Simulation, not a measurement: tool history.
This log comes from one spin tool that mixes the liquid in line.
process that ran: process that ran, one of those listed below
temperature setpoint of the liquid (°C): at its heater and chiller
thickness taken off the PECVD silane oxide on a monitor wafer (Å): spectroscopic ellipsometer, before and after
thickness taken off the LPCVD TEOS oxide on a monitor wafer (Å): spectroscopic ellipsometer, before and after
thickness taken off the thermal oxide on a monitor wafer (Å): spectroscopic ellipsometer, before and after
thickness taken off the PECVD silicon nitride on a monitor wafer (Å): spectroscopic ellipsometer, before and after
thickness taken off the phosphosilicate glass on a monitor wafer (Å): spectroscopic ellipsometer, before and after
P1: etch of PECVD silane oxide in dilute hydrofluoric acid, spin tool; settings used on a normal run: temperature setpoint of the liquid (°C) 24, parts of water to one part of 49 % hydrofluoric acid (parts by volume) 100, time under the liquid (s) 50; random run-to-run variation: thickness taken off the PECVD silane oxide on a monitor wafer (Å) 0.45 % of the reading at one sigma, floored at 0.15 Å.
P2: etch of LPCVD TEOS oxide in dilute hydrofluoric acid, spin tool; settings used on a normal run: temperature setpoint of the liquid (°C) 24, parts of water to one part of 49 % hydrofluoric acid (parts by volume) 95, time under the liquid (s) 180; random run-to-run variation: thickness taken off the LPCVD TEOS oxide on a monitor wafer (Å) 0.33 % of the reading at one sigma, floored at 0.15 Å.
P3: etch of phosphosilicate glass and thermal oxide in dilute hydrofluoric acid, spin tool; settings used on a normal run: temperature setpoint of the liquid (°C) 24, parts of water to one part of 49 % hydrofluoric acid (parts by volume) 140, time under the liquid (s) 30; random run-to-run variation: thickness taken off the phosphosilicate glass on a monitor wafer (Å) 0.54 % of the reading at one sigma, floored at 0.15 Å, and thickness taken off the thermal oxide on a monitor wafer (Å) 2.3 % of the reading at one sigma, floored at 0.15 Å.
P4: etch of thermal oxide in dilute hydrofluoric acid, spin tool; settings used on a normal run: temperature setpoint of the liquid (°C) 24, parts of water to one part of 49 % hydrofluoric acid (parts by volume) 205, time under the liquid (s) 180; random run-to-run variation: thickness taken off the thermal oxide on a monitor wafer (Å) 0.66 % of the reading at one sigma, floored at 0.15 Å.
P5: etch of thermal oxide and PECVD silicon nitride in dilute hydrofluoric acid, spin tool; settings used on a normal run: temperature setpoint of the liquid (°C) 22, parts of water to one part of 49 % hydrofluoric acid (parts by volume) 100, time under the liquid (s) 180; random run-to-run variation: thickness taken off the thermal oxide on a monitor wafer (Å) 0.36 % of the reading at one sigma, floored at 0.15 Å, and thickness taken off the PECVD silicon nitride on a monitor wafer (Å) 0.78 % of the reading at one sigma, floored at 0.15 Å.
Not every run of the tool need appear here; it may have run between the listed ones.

| run | hour | process that ran | temperature setpoint of the liquid (°C) | parts of water to one part of 49 % hydrofluoric acid (parts by volume) | time under the liquid (s) | hours since the thermometer was replaced | hours since the hydrofluoric acid flow meter was replaced | thickness taken off the PECVD silane oxide on a monitor wafer (Å) | thickness taken off the LPCVD TEOS oxide on a monitor wafer (Å) | thickness taken off the thermal oxide on a monitor wafer (Å) | thickness taken off the PECVD silicon nitride on a monitor wafer (Å) | thickness taken off the phosphosilicate glass on a monitor wafer (Å) |
|---|---|---|---|---|---|---|---|---|---|---|---|---|
| 1 | 7.1 | P1 | 24 | 100 | 50 | 170.6 | 247.2 | 129.8 |  |  |  |  |
| 2 | 15.7 | P2 | 24 | 135 | 180 | 179.2 | 255.8 |  | 310.01 |  |  |  |
| 3 | 21.4 | P2 | 24 | 95 | 180 | 184.9 | 261.5 |  | 464.06 |  |  |  |
| 4 | 25.6 | P4 | 17 | 205 | 180 | 189.1 | 265.7 |  |  | 28.349 |  |  |
| 5 | 33.9 | P1 | 20.5 | 100 | 15 | 197.4 | 274 | 33.453 |  |  |  |  |
| 6 | 38.7 | P1 | 24 | 100 | 50 | 202.2 | 278.8 | 128.62 |  |  |  |  |
| 7 | 43.8 | P1 | 24 | 100 | 50 | 207.3 | 283.9 | 128.84 |  |  |  |  |
| 8 | 49.4 | P1 | 24 | 100 | 15 | 212.9 | 289.5 | 38.476 |  |  |  |  |
| 9 | 55.4 | P5 | 22 | 100 | 180 | 218.9 | 295.5 |  |  | 82.627 | 26.599 |  |
| 10 | 64.9 | P1 | 24 | 100 | 50 | 228.4 | 305 | 127.7 |  |  |  |  |
| 11 | 72.6 | P5 | 22 | 100 | 180 | 236.1 | 312.7 |  |  | 82.822 | 26.452 |  |
| 12 | 80.5 | P4 | 24 | 205 | 180 | 244 | 320.6 |  |  | 37.098 |  |  |
| 13 | 87.4 | P5 | 22 | 100 | 345 | 250.9 | 327.5 |  |  | 159.62 | 51.373 |  |
| 14 | 93.8 | P1 | 24 | 100 | 95 | 257.3 | 333.9 | 244.75 |  |  |  |  |
| 15 | 101 | P4 | 24 | 120 | 180 | 264.5 | 341.1 |  |  | 70.207 |  |  |
| 16 | 105.5 | P1 | 24 | 100 | 50 | 269 | 345.6 | 128.65 |  |  |  |  |
| 17 | 109.8 | P3 | 24 | 140 | 30 | 273.3 | 349.9 |  |  | 8.8592 |  | 418.31 |
| 18 | 116 | P2 | 24 | 95 | 180 | 279.5 | 356.1 |  | 462.35 |  |  |  |
| 19 | 123.6 | P1 | 20 | 100 | 50 | 287.1 | 363.7 | 109.93 |  |  |  |  |
| 20 | 131.5 | P5 | 17 | 100 | 180 | 295 | 371.6 |  |  | 67.253 | 18.755 |  |
| 21 | 137.3 | P3 | 24 | 140 | 60 | 300.8 | 377.4 |  |  | 17.482 |  | 835.87 |
| 22 | 142.2 | P2 | 17 | 95 | 180 | 305.7 | 382.3 |  | 345.7 |  |  |  |
| 23 | 150.3 | P1 | 24 | 100 | 50 | 313.8 | 390.4 | 128.34 |  |  |  |  |
| 24 | 155.3 | P3 | 17 | 140 | 30 | 318.8 | 395.4 |  |  | 7.1782 |  | 315.27 |
| 25 | 161.6 | P1 | 28.5 | 100 | 50 | 325.1 | 401.7 | 152.86 |  |  |  |  |
| 26 | 169.3 | P2 | 24 | 95 | 35 | 332.8 | 409.4 |  | 90.264 |  |  |  |
| 27 | 177.7 | P5 | 22 | 160 | 180 | 341.2 | 417.8 |  |  | 47.724 | 16.848 |  |
| 28 | 182 | P3 | 24 | 140 | 30 | 345.5 | 422.1 |  |  | 8.8411 |  | 418.92 |
| 29 | 190.6 | P3 | 24 | 70 | 30 | 354.1 | 430.7 |  |  | 20.032 |  | 903.16 |
| 30 | 198.6 | P1 | 24 | 180 | 50 | 362.1 | 438.7 | 65.238 |  |  |  |  |
| 31 | 205 | P1 | 24 | 60 | 50 | 368.5 | 445.1 | 227.56 |  |  |  |  |
| 32 | 214 | P4 | 24 | 205 | 15 | 377.5 | 454.1 |  |  | 3.1226 |  |  |
| 33 | 222 | P1 | 24 | 100 | 50 | 385.5 | 462.1 | 128.95 |  |  |  |  |
| 34 | 228.5 | P1 | 24 | 100 | 50 | 392 | 468.6 | 126.07 |  |  |  |  |
| 35 | 237.4 | P1 | 24 | 100 | 50 | 400.9 | 477.5 | 123.82 |  |  |  |  |
| 36 | 245.8 | P1 | 24 | 100 | 50 | 409.3 | 485.9 | 120.72 |  |  |  |  |
| 37 | 251.7 | P1 | 24 | 100 | 50 | 415.2 | 491.8 | 120.97 |  |  |  |  |
| 38 | 259.3 | P1 | 24 | 100 | 50 | 422.8 | 499.4 | 120.1 |  |  |  |  |
| 39 | 268.8 | P1 | 24 | 100 | 50 | 432.3 | 508.9 | 119.27 |  |  |  |  |
| 40 | 273.3 | P1 | 24 | 100 | 50 | 436.8 | 513.4 | 120.39 |  |  |  |  |
| 41 | 281.8 | P1 | 24 | 100 | 50 | 445.3 | 521.9 | 119.5 |  |  |  |  |

What P1 gives has crept away from where it was. These 2 causes fit the log equally well, each at the size given:
A: liquid colder than its thermometer reads (K) = 1.94
B: hydrofluoric acid flow below the setpoint (%) = 6.63
Creep in the process output first set in at about hour 222.

Below are 4 check runs, each averaged over 2 wafers, with their results shown as question marks. Which of them would give clearly different results depending on which cause is behind the drift?
| check 1 | 290.3 | P5 | 22 | 100 | 180 |  |  |  |  | ? | ? |  |
| check 2 | 290.3 | P4 | 24 | 205 | 180 |  |  |  |  | ? |  |  |
| check 3 | 290.3 | P2 | 24 | 95 | 180 |  |  |  | ? |  |  |  |
| check 4 | 290.3 | P3 | 24 | 140 | 30 |  |  |  |  | ? |  | ? |

Outcome of each check run for each possible cause:
| check | result | if A | if B |
|---|---|---|---|
| check 1 | thickness taken off the thermal oxide on a monitor wafer (Å) | 76.543 | 76.703 |
| check 1 | thickness taken off the PECVD silicon nitride on a monitor wafer (Å) | 23.334 | 24.868 |
| check 2 | thickness taken off the thermal oxide on a monitor wafer (Å) | 34.547 | 34.141 |
| check 3 | thickness taken off the LPCVD TEOS oxide on a monitor wafer (Å) | 428.08 | 428.45 |
| check 4 | thickness taken off the thermal oxide on a monitor wafer (Å) | 8.4016 | 8.3628 |
| check 4 | thickness taken off the phosphosilicate glass on a monitor wafer (Å) | 385.45 | 383.67 |
Minimum pairwise separation of causes per check, each pair taken at its best-separating result: check 1 6.36 %; check 2 1.18 %; check 3 0.09 %; check 4 0.46 %
The causes can be told apart only by check 1. The other checks would give nearly the same results under each of them.

After running check 1, the following was obtained: thickness taken off the thermal oxide on a monitor wafer (Å) 76.817; thickness taken off the PECVD silicon nitride on a monitor wafer (Å) 24.929. Which cause does this point to?

It is B: hydrofluoric acid flow below the setpoint (%).
